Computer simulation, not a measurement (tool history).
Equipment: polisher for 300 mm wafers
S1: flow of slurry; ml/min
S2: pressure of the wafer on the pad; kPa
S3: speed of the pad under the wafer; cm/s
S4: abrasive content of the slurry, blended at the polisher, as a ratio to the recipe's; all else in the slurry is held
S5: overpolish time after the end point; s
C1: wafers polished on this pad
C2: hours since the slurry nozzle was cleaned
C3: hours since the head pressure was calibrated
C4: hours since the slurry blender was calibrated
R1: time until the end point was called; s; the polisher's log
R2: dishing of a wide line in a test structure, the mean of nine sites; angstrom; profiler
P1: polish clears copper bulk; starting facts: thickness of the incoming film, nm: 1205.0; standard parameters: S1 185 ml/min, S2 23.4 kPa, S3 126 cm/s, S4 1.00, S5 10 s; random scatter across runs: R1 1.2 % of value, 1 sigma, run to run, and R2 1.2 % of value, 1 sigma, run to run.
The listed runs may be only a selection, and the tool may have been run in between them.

{"run": 1, "hour": 2.8, "S1": 185, "S2": 23.4, "S3": 126, "S4": 1.0, "S5": 10, "C1": 197, "C2": 303.8, "C3": 799.2, "C4": 89.3, "R1": 90.031, "R2": 678.2}
{"run": 2, "hour": 8.4, "S1": 185, "S2": 11.0, "S3": 126, "S4": 1.0, "S5": 10, "C1": 252, "C2": 309.4, "C3": 804.8, "C4": 94.9, "R1": 196.18, "R2": 383.74}
{"run": 3, "hour": 11.3, "S1": 185, "S2": 23.4, "S3": 90, "S4": 1.0, "S5": 14, "C1": 280, "C2": 312.3, "C3": 807.7, "C4": 97.8, "R1": 130.26, "R2": 679.37}
{"run": 4, "hour": 15.9, "S1": 245, "S2": 23.4, "S3": 126, "S4": 1.0, "S5": 10, "C1": 325, "C2": 316.9, "C3": 812.3, "C4": 102.4, "R1": 88.985, "R2": 689.17}
{"run": 5, "hour": 21.0, "S1": 185, "S2": 23.4, "S3": 126, "S4": 1.0, "S5": 10, "C1": 375, "C2": 322.0, "C3": 817.4, "C4": 107.5, "R1": 90.946, "R2": 682.55}
{"run": 6, "hour": 25.8, "S1": 185, "S2": 23.4, "S3": 68, "S4": 1.0, "S5": 10, "C1": 422, "C2": 326.8, "C3": 822.2, "C4": 112.3, "R1": 165.65, "R2": 452.55}
{"run": 7, "hour": 28.7, "S1": 185, "S2": 23.4, "S3": 126, "S4": 1.0, "S5": 3, "C1": 450, "C2": 329.7, "C3": 825.1, "C4": 115.2, "R1": 90.563, "R2": 280.05}
{"run": 8, "hour": 33.2, "S1": 185, "S2": 23.4, "S3": 126, "S4": 1.0, "S5": 19, "C1": 494, "C2": 334.2, "C3": 829.6, "C4": 119.7, "R1": 92.224, "R2": 919.55}
{"run": 9, "hour": 37.5, "S1": 185, "S2": 23.4, "S3": 126, "S4": 1.45, "S5": 10, "C1": 536, "C2": 338.5, "C3": 833.9, "C4": 124.0, "R1": 83.866, "R2": 708.09}
{"run": 10, "hour": 40.0, "S1": 185, "S2": 23.4, "S3": 196, "S4": 1.0, "S5": 10, "C1": 561, "C2": 341.0, "C3": 836.4, "C4": 126.5, "R1": 58.219, "R2": 843.36}
{"run": 11, "hour": 44.8, "S1": 185, "S2": 23.4, "S3": 126, "S4": 0.65, "S5": 10, "C1": 608, "C2": 345.8, "C3": 841.2, "C4": 131.3, "R1": 98.816, "R2": 647.34}
{"run": 12, "hour": 50.3, "S1": 185, "S2": 29.6, "S3": 126, "S4": 1.0, "S5": 10, "C1": 662, "C2": 351.3, "C3": 846.7, "C4": 136.8, "R1": 71.266, "R2": 783.72}
{"run": 13, "hour": 54.3, "S1": 185, "S2": 23.4, "S3": 126, "S4": 1.0, "S5": 10, "C1": 701, "C2": 355.3, "C3": 850.7, "C4": 140.8, "R1": 92.013, "R2": 690.32}
{"run": 14, "hour": 57.6, "S1": 110, "S2": 23.4, "S3": 126, "S4": 1.0, "S5": 10, "C1": 733, "C2": 358.6, "C3": 854.0, "C4": 144.1, "R1": 100.67, "R2": 634.68}
{"run": 15, "hour": 61.5, "S1": 185, "S2": 23.4, "S3": 126, "S4": 0.7, "S5": 18, "C1": 771, "C2": 362.5, "C3": 857.9, "C4": 148.0, "R1": 99.522, "R2": 866.38}
{"run": 16, "hour": 65.0, "S1": 185, "S2": 23.4, "S3": 126, "S4": 1.0, "S5": 10, "C1": 805, "C2": 366.0, "C3": 861.4, "C4": 151.5, "R1": 90.292, "R2": 683.78}
{"run": 17, "hour": 69.4, "S1": 185, "S2": 23.4, "S3": 126, "S4": 1.0, "S5": 10, "C1": 848, "C2": 370.4, "C3": 865.8, "C4": 155.9, "R1": 91.317, "R2": 677.27}
{"run": 18, "hour": 74.5, "S1": 185, "S2": 23.4, "S3": 126, "S4": 1.0, "S5": 10, "C1": 898, "C2": 375.5, "C3": 870.9, "C4": 161.0, "R1": 92.217, "R2": 663.56}
{"run": 19, "hour": 79.2, "S1": 185, "S2": 23.4, "S3": 126, "S4": 1.0, "S5": 10, "C1": 944, "C2": 380.2, "C3": 875.6, "C4": 165.7, "R1": 93.793, "R2": 667.15}
{"hour": 83.7, "done": "slurry blender recalibrated"}
{"run": 20, "hour": 84.7, "S1": 185, "S2": 23.4, "S3": 126, "S4": 1.0, "S5": 10, "C1": 998, "C2": 385.7, "C3": 881.1, "C4": 1.1, "R1": 95.608, "R2": 646.25}
{"hour": 87.2, "done": "head pressure recalibrated"}
{"run": 21, "hour": 89.3, "S1": 185, "S2": 23.4, "S3": 126, "S4": 1.0, "S5": 10, "C1": 1043, "C2": 390.3, "C3": 2.2, "C4": 5.7, "R1": 94.559, "R2": 647.56}
{"run": 22, "hour": 94.4, "S1": 185, "S2": 23.4, "S3": 126, "S4": 1.0, "S5": 10, "C1": 1093, "C2": 395.4, "C3": 7.3, "C4": 10.8, "R1": 98.128, "R2": 638.61}
{"run": 23, "hour": 98.1, "S1": 185, "S2": 23.4, "S3": 126, "S4": 1.0, "S5": 10, "C1": 1129, "C2": 399.1, "C3": 11.0, "C4": 14.5, "R1": 98.537, "R2": 664.97}
{"run": 24, "hour": 101.8, "S1": 185, "S2": 23.4, "S3": 126, "S4": 1.0, "S5": 10, "C1": 1165, "C2": 402.8, "C3": 14.7, "C4": 18.2, "R1": 96.006, "R2": 635.98}
{"run": 25, "hour": 106.3, "S1": 185, "S2": 23.4, "S3": 126, "S4": 1.0, "S5": 10, "C1": 1209, "C2": 407.3, "C3": 19.2, "C4": 22.7, "R1": 95.018, "R2": 650.45}
{"run": 26, "hour": 108.9, "S1": 185, "S2": 23.4, "S3": 126, "S4": 1.0, "S5": 10, "C1": 1234, "C2": 409.9, "C3": 21.8, "C4": 25.3, "R1": 98.052, "R2": 656.24}

P1 has crept away from where it was. The log is fitted equally well by each of these 2 causes, at the sizes shown:
A: removal rate lost through wear of the pad, % = 7.34
B: slurry flow missing at the pad, % = 35.4
The creep began at about hour 69.4.
Each remaining cause and why it is not a fit:
head's pressure below its setpoint, %: serviced after onset, at hour 87.2, with no recovery of the prior output
abrasive missing from the slurry, %: serviced after onset, at hour 83.7, with no recovery of the prior output

Below are 4 check runs, each averaged over 5 wafers, with their results shown as question marks. Which of them would give clearly different results depending on which cause is behind the drift?
{"run": "check 1", "hour": 111.5, "S1": 110, "S2": 23.4, "S3": 126, "S4": 1.0, "S5": 14, "R1": "?", "R2": "?"}
{"run": "check 2", "hour": 111.5, "S1": 185, "S2": 15.2, "S3": 126, "S4": 1.0, "S5": 10, "R1": "?", "R2": "?"}
{"run": "check 3", "hour": 111.5, "S1": 225, "S2": 23.4, "S3": 160, "S4": 1.0, "S5": 10, "R1": "?", "R2": "?"}
{"run": "check 4", "hour": 111.5, "S1": 185, "S2": 15.9, "S3": 126, "S4": 1.0, "S5": 10, "R1": "?", "R2": "?"}

Check results expected under each cause:
check=check_1 result=R1 if_A=107.280 if_B=112.210
check=check_1 result=R2 if_A=743.44 if_B=726.26
check=check_2 result=R1 if_A=150.880 if_B=150.860
check=check_2 result=R2 if_A=470.88 if_B=470.92
check=check_3 result=R1 if_A=74.965 if_B=74.014
check=check_3 result=R2 if_A=751.80 if_B=756.63
check=check_4 result=R1 if_A=144.320 if_B=144.300
check=check_4 result=R2 if_A=487.49 if_B=487.54
Per check, the gap between the least separated pair of causes, taken in the result that splits them most: check 1 4.49 %; check 2 0.01 %; check 3 1.28 %; check 4 0.01 %
Check 1 is the one run that separates the causes; every other check would come out nearly the same whichever cause is at work.

Check 1 was carried out, with these results: R1 113.310 s; R2 728.63 angstrom. Which of the listed causes is responsible?

It was cause B: slurry flow missing at the pad, %.

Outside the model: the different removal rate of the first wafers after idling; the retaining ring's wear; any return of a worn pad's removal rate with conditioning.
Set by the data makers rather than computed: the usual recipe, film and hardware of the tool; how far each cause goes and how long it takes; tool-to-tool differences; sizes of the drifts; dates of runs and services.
